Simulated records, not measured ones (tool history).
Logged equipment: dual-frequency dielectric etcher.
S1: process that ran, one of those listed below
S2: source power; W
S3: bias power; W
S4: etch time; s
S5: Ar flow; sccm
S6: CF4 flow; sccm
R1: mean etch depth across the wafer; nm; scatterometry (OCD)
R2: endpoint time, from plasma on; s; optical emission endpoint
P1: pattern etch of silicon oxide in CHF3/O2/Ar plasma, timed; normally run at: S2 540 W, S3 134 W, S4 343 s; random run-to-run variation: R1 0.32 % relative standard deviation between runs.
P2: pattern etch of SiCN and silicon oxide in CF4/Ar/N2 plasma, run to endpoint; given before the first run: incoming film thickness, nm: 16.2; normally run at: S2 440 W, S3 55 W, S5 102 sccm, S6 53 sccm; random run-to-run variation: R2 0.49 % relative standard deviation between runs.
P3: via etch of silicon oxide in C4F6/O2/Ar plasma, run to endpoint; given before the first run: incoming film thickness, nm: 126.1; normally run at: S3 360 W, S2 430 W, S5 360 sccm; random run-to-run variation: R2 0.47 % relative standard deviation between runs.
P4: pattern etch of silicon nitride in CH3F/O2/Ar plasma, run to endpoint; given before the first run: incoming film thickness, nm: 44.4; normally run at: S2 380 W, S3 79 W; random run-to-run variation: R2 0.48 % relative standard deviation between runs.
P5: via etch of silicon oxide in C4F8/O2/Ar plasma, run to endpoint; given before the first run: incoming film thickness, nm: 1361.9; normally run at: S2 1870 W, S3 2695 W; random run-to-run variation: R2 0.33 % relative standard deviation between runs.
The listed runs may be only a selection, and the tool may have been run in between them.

run   hour  S1    S2    S3   S4   S5  S6      R1      R2
  1    4.8  P1   540   134  343           596.69
  2    7.2  P2   440    55        70  53          20.731
  3   11.4  P5  1870  2695                        241.99
  4   14.7  P3   250   360       360              38.806
  5   18.8  P1   540   134  242           418.48
  6   22.3  P3   430   360       486              32.669
  7   25.8  P1   540    83  343           518.47
  8   28.5  P1   680   134  343            650.2
  9   32.4  P3   430   360       360              31.684
 10   35.3  P4   380    79                         63.52
 11   39.7  P1   320   134  343           487.54
 12   43.9  P2   440    55       102  43          22.697
 13   48.1  P1   540   176  343           650.21
 14   51.5  P1   540   134  343           596.44
 15     54  P2   610    55       102  53          16.453
 16   57.9  P4   520    79                        56.592
 17   62.3  P1   430   185  343           607.19
 18   67.4  P5  1870  3643                        219.33
 19   71.6  P4   380    96                         59.55
 20   74.8  P2   440    33       102  53            25.8
 21   78.6  P3   430   289       360              34.037
 22   82.2  P5  1090  2695                        298.21
 23     87  P1   540   134  481           830.11
 24   90.4  P1   540   134  343           592.89
 25   94.9  P2   440    55       102  53          22.203
      96.9  -- bias power generator calibrated
 26   97.5  P3   430   360       360              31.475
 27  100.2  P1   680   170  343           701.04
 28  104.5  P1   540   134  343           592.68
 29  109.4  P1   540   134  343           595.98
 30  114.7  P1   540   134  343           589.47
 31  119.5  P1   540   134  343           586.77
 32  124.2  P1   540   134  343           587.62
       126  -- wet clean of the chamber
 33  127.5  P1   540   134  343           586.15

Run 34 has not been measured yet. What should we expect?
 34  130.3  P1  540  134  343           ?

Run 34 produced R1 586.13 nm.
